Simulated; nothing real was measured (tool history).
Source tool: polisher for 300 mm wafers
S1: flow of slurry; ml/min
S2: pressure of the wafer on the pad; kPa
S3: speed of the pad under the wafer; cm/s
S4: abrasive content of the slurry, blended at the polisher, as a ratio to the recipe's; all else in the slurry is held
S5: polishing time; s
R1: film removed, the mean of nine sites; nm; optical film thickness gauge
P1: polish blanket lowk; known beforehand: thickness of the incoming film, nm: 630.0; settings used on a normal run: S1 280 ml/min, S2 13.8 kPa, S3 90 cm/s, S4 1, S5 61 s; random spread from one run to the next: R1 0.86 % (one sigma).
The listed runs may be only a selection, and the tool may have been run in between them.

run 1 hour=8 | S1=280 S2=13.8 S3=90 S4=1 S5=61 | R1=20.749
run 2 hour=13.9 | S1=280 S2=13.8 S3=40 S4=1 S5=61 | R1=10.876
run 3 hour=20 | S1=280 S2=13.8 S3=90 S4=1 S5=86 | R1=29.26
run 4 hour=25 | S1=280 S2=13.8 S3=90 S4=1 S5=61 | R1=20.43
run 5 hour=29.7 | S1=280 S2=13.8 S3=90 S4=1.45 S5=61 | R1=24.187
run 6 hour=39.2 | S1=280 S2=13.8 S3=90 S4=1 S5=61 | R1=20.782
run 7 hour=44.8 | S1=280 S2=13.8 S3=90 S4=1 S5=61 | R1=20.835
run 8 hour=52.6 | S1=280 S2=13.8 S3=90 S4=0.5 S5=61 | R1=14.406
run 9 hour=60.4 | S1=280 S2=13.8 S3=140 S4=1 S5=61 | R1=29.705
-- hour=63.4 head pressure recalibrated
run 10 hour=67.2 | S1=280 S2=13.8 S3=90 S4=0.55 S5=79 | R1=19.224
run 11 hour=72 | S1=280 S2=13.8 S3=90 S4=1 S5=61 | R1=20.8
run 12 hour=80.7 | S1=280 S2=13.8 S3=90 S4=1 S5=61 | R1=20.67
run 13 hour=86.1 | S1=280 S2=20 S3=90 S4=1 S5=61 | R1=29.943
-- hour=93.6 slurry nozzle cleaned
run 14 hour=95.5 | S1=170 S2=13.8 S3=90 S4=1 S5=61 | R1=19.494
-- hour=101.3 slurry blender recalibrated
run 15 hour=103.2 | S1=280 S2=6.2 S3=90 S4=1 S5=61 | R1=9.4622
run 16 hour=108.3 | S1=280 S2=13.8 S3=90 S4=1 S5=61 | R1=20.616
run 17 hour=115.8 | S1=425 S2=13.8 S3=90 S4=1 S5=61 | R1=21.194
run 18 hour=121.3 | S1=280 S2=13.8 S3=90 S4=1 S5=36 | R1=12.134

Run 19 comes next. What will it give?
run 19 hour=128.8 | S1=280 S2=13.8 S3=90 S4=1 S5=61 | R1=?

Run 19 produced R1 20.455 nm.
